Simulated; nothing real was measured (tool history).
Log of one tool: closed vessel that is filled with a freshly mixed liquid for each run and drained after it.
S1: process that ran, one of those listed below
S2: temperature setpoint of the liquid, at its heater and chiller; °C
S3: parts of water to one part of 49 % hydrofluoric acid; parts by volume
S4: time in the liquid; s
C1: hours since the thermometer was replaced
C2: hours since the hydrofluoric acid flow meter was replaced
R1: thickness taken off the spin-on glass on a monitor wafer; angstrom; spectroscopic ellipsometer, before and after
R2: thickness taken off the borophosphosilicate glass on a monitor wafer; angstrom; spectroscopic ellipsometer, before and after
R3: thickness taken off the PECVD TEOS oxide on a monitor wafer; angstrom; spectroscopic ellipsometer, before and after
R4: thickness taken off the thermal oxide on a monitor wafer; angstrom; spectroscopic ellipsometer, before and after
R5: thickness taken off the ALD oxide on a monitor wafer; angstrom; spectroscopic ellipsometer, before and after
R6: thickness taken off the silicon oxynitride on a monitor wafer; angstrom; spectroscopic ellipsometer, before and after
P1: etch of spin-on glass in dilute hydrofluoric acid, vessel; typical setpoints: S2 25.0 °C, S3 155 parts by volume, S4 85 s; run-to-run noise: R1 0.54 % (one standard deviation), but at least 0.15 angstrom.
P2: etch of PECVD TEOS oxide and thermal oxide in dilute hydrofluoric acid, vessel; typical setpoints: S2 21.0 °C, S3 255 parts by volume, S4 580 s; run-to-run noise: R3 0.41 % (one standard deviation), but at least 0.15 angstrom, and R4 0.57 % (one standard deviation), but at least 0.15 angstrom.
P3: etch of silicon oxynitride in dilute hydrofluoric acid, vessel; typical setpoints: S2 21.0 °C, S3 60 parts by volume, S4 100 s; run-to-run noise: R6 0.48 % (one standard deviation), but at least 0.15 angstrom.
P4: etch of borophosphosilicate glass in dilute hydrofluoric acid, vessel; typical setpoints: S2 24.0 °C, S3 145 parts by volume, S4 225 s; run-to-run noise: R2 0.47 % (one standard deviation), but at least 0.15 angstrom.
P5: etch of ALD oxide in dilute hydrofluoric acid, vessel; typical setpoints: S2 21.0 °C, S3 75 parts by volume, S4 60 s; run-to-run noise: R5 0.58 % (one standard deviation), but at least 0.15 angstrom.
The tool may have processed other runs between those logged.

run	hour	S1	S2	S3	S4	C1	C2	R1	R2	R3	R4	R5	R6
1	14.6	P1	25.0	155	85	452.7	221.4	301.19					
2	23.9	P1	25.0	155	85	462.0	230.7	297.52					
3	31.5	P4	30.0	145	225	469.6	238.3		651.25				
4	42.6	P2	17.0	255	580	480.7	249.4			207.10	69.152		
5	51.0	P5	21.0	140	60	489.1	257.8					63.492	
# hour 56.2: thermometer replaced
6	65.6	P3	21.0	100	100	9.5	272.4						30.917
7	78.9	P1	25.0	155	125	22.8	285.7	439.36					
8	88.9	P1	25.0	220	125	32.8	295.7	289.80					
9	96.0	P2	21.0	370	580	39.9	302.8			150.28	50.366		
10	110.9	P3	21.0	60	30	54.8	317.7						15.977
11	121.7	P1	25.0	155	85	65.6	328.5	300.54					
12	130.4	P3	27.5	60	100	74.3	337.2						73.069
13	139.2	P1	25.0	220	150	83.1	346.0	346.45					
14	147.1	P1	25.0	155	85	91.0	353.9	298.32					
15	153.7	P2	21.0	255	580	97.6	360.5			242.19	81.012		
16	164.4	P2	21.0	255	580	108.3	371.2			242.69	80.054		
17	174.3	P1	25.0	90	85	118.2	381.1	556.94					
18	182.8	P3	21.0	60	100	126.7	389.6						53.473
19	196.5	P1	25.0	155	85	140.4	403.3	300.29					
20	208.3	P1	25.0	285	85	152.2	415.1	141.21					
21	219.7	P1	29.0	155	85	163.6	426.5	347.99					
22	231.0	P5	21.0	75	60	174.9	437.8					126.860	
23	238.2	P5	21.0	75	60	182.1	445.0					128.480	
24	248.3	P4	24.0	145	225	192.2	455.1		523.38				
25	254.8	P1	17.0	155	85	198.7	461.6	218.08					
26	263.2	P4	24.0	145	330	207.1	470.0		766.83				
27	277.9	P4	24.0	90	225	221.8	484.7		898.46				
28	288.0	P1	25.0	155	85	231.9	494.8	301.18					
29	295.9	P1	25.0	155	45	239.8	502.7	159.60					
30	303.0	P2	21.0	255	1080	246.9	509.8			450.14	150.410		
31	316.3	P5	29.0	75	60	260.2	523.1					174.580	
32	325.6	P5	21.0	75	30	269.5	532.4					63.966	
33	333.9	P1	25.0	155	85	277.8	540.7	301.99					
34	341.7	P1	25.0	155	85	285.6	548.5	293.94					
35	355.7	P1	25.0	155	85	299.6	562.5	282.45					
36	363.1	P1	25.0	155	85	307.0	569.9	279.51					
37	371.1	P1	25.0	155	85	315.0	577.9	277.27					
38	382.1	P1	25.0	155	85	326.0	588.9	277.17					
39	395.9	P1	25.0	155	85	339.8	602.7	278.37					

The log shows P1 creeping away from where it was. Any of the 2 causes listed here, at the size stated for it, fits the log just as well as the others:
A: hydrofluoric acid flow below the setpoint (%) = 6.74
B: liquid colder than its thermometer reads (K) = 2.17
The creep began at about hour 333.9.

Below are 4 check runs, each averaged over 5 wafers, with their results shown as question marks. Which of them would give clearly different results depending on which cause is behind the drift?
check 1	409.7	P5	27.0	135	60							?	
check 2	409.7	P3	21.0	60	30								?
check 3	409.7	P4	30.0	145	310				?				
check 4	409.7	P2	17.5	255	985					?	?		

What every check run would give for each of its results, assuming each possible cause in turn:
check	result	if A	if B
check 1	R5	77.038	77.012
check 2	R6	14.844	14.325
check 3	R2	827.21	830.79
check 4	R3	329.52	329.91
check 4	R4	109.880	110.010
Distance between the nearest two causes, measured in the result of the check that separates them most: check 1 0.03 %; check 2 3.55 %; check 3 0.43 %; check 4 0.12 %
Only in check 2 would the causes give clearly different results; in the remaining checks their results would be nearly the same.

The results of check 2 are: R6 14.265 angstrom. Based on these, which of the listed causes is it?

It is B: liquid colder than its thermometer reads (K).

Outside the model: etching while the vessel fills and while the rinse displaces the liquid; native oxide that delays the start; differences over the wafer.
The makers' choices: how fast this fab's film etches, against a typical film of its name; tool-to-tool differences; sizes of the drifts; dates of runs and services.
